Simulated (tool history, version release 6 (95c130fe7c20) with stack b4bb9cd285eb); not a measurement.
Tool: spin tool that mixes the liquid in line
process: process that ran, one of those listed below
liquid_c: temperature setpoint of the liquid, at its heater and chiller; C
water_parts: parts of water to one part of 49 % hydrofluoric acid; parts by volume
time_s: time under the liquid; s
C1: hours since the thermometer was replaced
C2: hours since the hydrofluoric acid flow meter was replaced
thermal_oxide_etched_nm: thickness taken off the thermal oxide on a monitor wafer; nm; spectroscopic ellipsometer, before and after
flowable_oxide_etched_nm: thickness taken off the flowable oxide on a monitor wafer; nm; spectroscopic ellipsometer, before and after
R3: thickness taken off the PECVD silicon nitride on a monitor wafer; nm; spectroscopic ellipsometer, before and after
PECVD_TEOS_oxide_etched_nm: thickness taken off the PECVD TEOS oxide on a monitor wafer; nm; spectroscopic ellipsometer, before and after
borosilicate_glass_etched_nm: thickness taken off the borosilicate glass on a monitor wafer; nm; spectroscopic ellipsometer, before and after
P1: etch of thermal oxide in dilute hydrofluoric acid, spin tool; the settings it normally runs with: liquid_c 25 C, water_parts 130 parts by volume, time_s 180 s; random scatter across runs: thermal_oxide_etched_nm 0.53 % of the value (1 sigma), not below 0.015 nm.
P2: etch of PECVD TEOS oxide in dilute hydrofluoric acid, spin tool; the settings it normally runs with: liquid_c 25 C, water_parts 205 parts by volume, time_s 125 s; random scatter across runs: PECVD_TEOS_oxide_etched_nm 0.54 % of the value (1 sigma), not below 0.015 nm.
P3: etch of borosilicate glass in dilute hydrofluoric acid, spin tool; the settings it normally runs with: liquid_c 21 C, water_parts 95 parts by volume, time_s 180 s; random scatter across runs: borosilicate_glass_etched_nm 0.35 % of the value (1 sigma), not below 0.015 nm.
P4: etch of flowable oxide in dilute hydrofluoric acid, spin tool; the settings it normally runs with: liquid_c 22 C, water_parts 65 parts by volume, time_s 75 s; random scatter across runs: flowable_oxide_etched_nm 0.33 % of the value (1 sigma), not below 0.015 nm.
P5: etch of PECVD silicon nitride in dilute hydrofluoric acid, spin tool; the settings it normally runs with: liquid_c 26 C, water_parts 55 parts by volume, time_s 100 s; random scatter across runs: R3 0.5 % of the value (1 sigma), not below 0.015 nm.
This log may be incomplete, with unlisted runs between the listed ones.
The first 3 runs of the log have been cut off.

run 4 day=1.383 | process=P5 liquid_c=26 water_parts=55 time_s=100 | C1=246.6 C2=1163.1 | R3=12.053
run 5 day=2.021 | process=P1 liquid_c=25 water_parts=50 time_s=180 | C1=261.9 C2=1178.4 | thermal_oxide_etched_nm=17.953
run 6 day=2.612 | process=P4 liquid_c=30.5 water_parts=65 time_s=75 | C1=276.1 C2=1192.6 | flowable_oxide_etched_nm=48.495
run 7 day=2.929 | process=P2 liquid_c=25 water_parts=205 time_s=235 | C1=283.7 C2=1200.2 | PECVD_TEOS_oxide_etched_nm=20.639
-- day=3.329 hydrofluoric acid flow meter replaced
run 8 day=3.467 | process=P1 liquid_c=25 water_parts=130 time_s=180 | C1=296.6 C2=3.4 | thermal_oxide_etched_nm=6.2587
run 9 day=3.788 | process=P5 liquid_c=26 water_parts=55 time_s=15 | C1=304.3 C2=11.1 | R3=1.8051
run 10 day=4.225 | process=P1 liquid_c=25 water_parts=130 time_s=180 | C1=314.8 C2=21.6 | thermal_oxide_etched_nm=6.1946
run 11 day=4.825 | process=P1 liquid_c=25 water_parts=130 time_s=25 | C1=329.2 C2=36 | thermal_oxide_etched_nm=0.86516
run 12 day=5.388 | process=P5 liquid_c=34 water_parts=55 time_s=100 | C1=342.7 C2=49.5 | R3=20.108
run 13 day=5.708 | process=P4 liquid_c=22 water_parts=65 time_s=125 | C1=350.4 C2=57.2 | flowable_oxide_etched_nm=57.5
run 14 day=6.175 | process=P5 liquid_c=26 water_parts=55 time_s=100 | C1=361.6 C2=68.4 | R3=12.082
run 15 day=6.642 | process=P3 liquid_c=21 water_parts=175 time_s=180 | C1=372.8 C2=79.6 | borosilicate_glass_etched_nm=25.581
run 16 day=7.017 | process=P5 liquid_c=26 water_parts=20 time_s=100 | C1=381.8 C2=88.6 | R3=32.045
run 17 day=7.446 | process=P2 liquid_c=25 water_parts=280 time_s=125 | C1=392.1 C2=98.9 | PECVD_TEOS_oxide_etched_nm=7.5636
run 18 day=7.779 | process=P2 liquid_c=17.5 water_parts=205 time_s=125 | C1=400.1 C2=106.9 | PECVD_TEOS_oxide_etched_nm=8.266
run 19 day=8.354 | process=P1 liquid_c=25 water_parts=130 time_s=180 | C1=413.9 C2=120.7 | thermal_oxide_etched_nm=6.2667
run 20 day=8.962 | process=P3 liquid_c=21 water_parts=95 time_s=360 | C1=428.5 C2=135.3 | borosilicate_glass_etched_nm=103.84
run 21 day=9.625 | process=P1 liquid_c=25 water_parts=225 time_s=35 | C1=444.4 C2=151.2 | thermal_oxide_etched_nm=0.62592
run 22 day=9.942 | process=P3 liquid_c=17 water_parts=95 time_s=180 | C1=452 C2=158.8 | borosilicate_glass_etched_nm=43.645
run 23 day=10.429 | process=P2 liquid_c=25 water_parts=205 time_s=125 | C1=463.7 C2=170.5 | PECVD_TEOS_oxide_etched_nm=11.088
run 24 day=11.121 | process=P1 liquid_c=21.5 water_parts=130 time_s=180 | C1=480.3 C2=187.1 | thermal_oxide_etched_nm=5.3998
run 25 day=11.475 | process=P1 liquid_c=29 water_parts=130 time_s=180 | C1=488.8 C2=195.6 | thermal_oxide_etched_nm=7.3172
run 26 day=11.833 | process=P1 liquid_c=25 water_parts=130 time_s=180 | C1=497.4 C2=204.2 | thermal_oxide_etched_nm=6.1959

Predict the results of run 27:
run 27 day=12.271 | process=P1 liquid_c=25 water_parts=130 time_s=300 | C1=507.9 C2=214.7 | thermal_oxide_etched_nm=?

thermal_oxide_etched_nm: 10.407 nm
